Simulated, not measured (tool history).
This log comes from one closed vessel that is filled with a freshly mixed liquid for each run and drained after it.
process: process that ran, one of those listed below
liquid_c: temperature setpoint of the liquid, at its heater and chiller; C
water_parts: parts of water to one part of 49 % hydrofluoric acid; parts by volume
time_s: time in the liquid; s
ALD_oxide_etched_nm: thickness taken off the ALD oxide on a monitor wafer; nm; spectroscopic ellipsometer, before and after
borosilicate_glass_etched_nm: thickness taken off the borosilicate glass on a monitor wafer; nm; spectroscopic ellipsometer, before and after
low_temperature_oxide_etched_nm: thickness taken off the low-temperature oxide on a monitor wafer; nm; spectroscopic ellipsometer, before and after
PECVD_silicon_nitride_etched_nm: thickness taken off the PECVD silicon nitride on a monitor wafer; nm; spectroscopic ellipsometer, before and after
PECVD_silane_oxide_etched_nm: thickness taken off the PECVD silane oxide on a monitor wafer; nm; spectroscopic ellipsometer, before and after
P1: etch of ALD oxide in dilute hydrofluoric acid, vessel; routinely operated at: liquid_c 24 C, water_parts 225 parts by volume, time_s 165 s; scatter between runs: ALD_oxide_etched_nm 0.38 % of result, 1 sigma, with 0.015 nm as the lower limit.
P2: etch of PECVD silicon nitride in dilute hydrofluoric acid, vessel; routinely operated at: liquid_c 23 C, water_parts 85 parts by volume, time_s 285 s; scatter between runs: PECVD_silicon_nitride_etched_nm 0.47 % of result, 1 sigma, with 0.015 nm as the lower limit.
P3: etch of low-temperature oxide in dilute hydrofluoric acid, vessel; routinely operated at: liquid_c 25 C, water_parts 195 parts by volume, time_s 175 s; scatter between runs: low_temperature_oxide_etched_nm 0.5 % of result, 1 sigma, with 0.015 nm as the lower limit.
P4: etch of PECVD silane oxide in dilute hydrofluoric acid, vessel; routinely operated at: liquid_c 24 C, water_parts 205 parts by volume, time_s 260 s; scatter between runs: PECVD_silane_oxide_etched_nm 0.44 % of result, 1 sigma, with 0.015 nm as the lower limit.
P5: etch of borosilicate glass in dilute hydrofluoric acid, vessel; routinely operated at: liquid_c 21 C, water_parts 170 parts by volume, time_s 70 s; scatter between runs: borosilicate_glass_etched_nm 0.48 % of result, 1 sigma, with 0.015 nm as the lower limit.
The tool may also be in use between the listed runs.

| run | hour | process | liquid_c | water_parts | time_s | ALD_oxide_etched_nm | borosilicate_glass_etched_nm | low_temperature_oxide_etched_nm | PECVD_silicon_nitride_etched_nm | PECVD_silane_oxide_etched_nm |
|---|---|---|---|---|---|---|---|---|---|---|
| 1 | 6.9 | P1 | 24 | 225 | 165 | 10.55 |  |  |  |  |
| 2 | 16.2 | P1 | 31.5 | 225 | 165 | 13.692 |  |  |  |  |
| 3 | 21 | P5 | 21 | 170 | 70 |  | 7.9847 |  |  |  |
| 4 | 26 | P1 | 24 | 225 | 165 | 10.543 |  |  |  |  |
| 5 | 32.3 | P3 | 18.5 | 195 | 175 |  |  | 6.8207 |  |  |
| 6 | 37.4 | P3 | 25 | 195 | 175 |  |  | 8.729 |  |  |
| 7 | 44 | P5 | 21 | 30 | 70 |  | 53.271 |  |  |  |
| 8 | 49.6 | P3 | 25 | 195 | 175 |  |  | 8.7468 |  |  |
| 9 | 54.6 | P2 | 23 | 50 | 285 |  |  |  | 11.518 |  |
| 10 | 64 | P2 | 17 | 85 | 285 |  |  |  | 4.5027 |  |
| 11 | 72.8 | P4 | 24 | 205 | 260 |  |  |  |  | 17.141 |
| 12 | 80.7 | P1 | 24 | 225 | 165 | 10.514 |  |  |  |  |
| 13 | 85.7 | P4 | 24 | 310 | 260 |  |  |  |  | 10.147 |
| 14 | 91.4 | P1 | 17 | 225 | 165 | 8.1184 |  |  |  |  |
| 15 | 96.9 | P1 | 24 | 225 | 165 | 10.589 |  |  |  |  |
| 16 | 103.5 | P2 | 23 | 85 | 285 |  |  |  | 6.8839 |  |
| 17 | 112.3 | P3 | 25 | 195 | 80 |  |  | 3.9985 |  |  |
| 18 | 116.4 | P5 | 21 | 170 | 130 |  | 14.858 |  |  |  |
| 19 | 123 | P3 | 25 | 270 | 175 |  |  | 5.9021 |  |  |
| 20 | 129 | P1 | 20 | 225 | 50 | 2.7384 |  |  |  |  |
| 21 | 136.7 | P1 | 24 | 225 | 75 | 4.8046 |  |  |  |  |
| 22 | 143.8 | P5 | 21 | 170 | 70 |  | 7.979 |  |  |  |
| 23 | 152.4 | P1 | 24 | 225 | 165 | 10.546 |  |  |  |  |
| 24 | 158.1 | P5 | 17 | 170 | 70 |  | 6.9029 |  |  |  |
| 25 | 165.6 | P1 | 18 | 225 | 260 | 13.234 |  |  |  |  |
| 26 | 175 | P1 | 24 | 310 | 165 | 7.011 |  |  |  |  |
| 27 | 180.9 | P2 | 23 | 85 | 285 |  |  |  | 6.8463 |  |
| 28 | 186.5 | P2 | 23 | 85 | 460 |  |  |  | 11.059 |  |
| 29 | 194.8 | P1 | 24 | 225 | 330 | 21.211 |  |  |  |  |
| 30 | 203 | P1 | 24 | 105 | 165 | 25.864 |  |  |  |  |
| 31 | 210.4 | P4 | 24 | 205 | 30 |  |  |  |  | 2.0028 |
| 32 | 218.2 | P4 | 17 | 205 | 260 |  |  |  |  | 13.048 |
| 33 | 222.5 | P4 | 24 | 205 | 260 |  |  |  |  | 17 |
| 34 | 227.8 | P1 | 24 | 225 | 165 | 10.592 |  |  |  |  |
| 35 | 233.1 | P1 | 24 | 225 | 165 | 10.769 |  |  |  |  |

The next listed run, before its measurement:
| 36 | 241.9 | P1 | 24 | 225 | 165 | ? |  |  |  |  |

{"run 36": {"ALD_oxide_etched_nm": 11.029}}
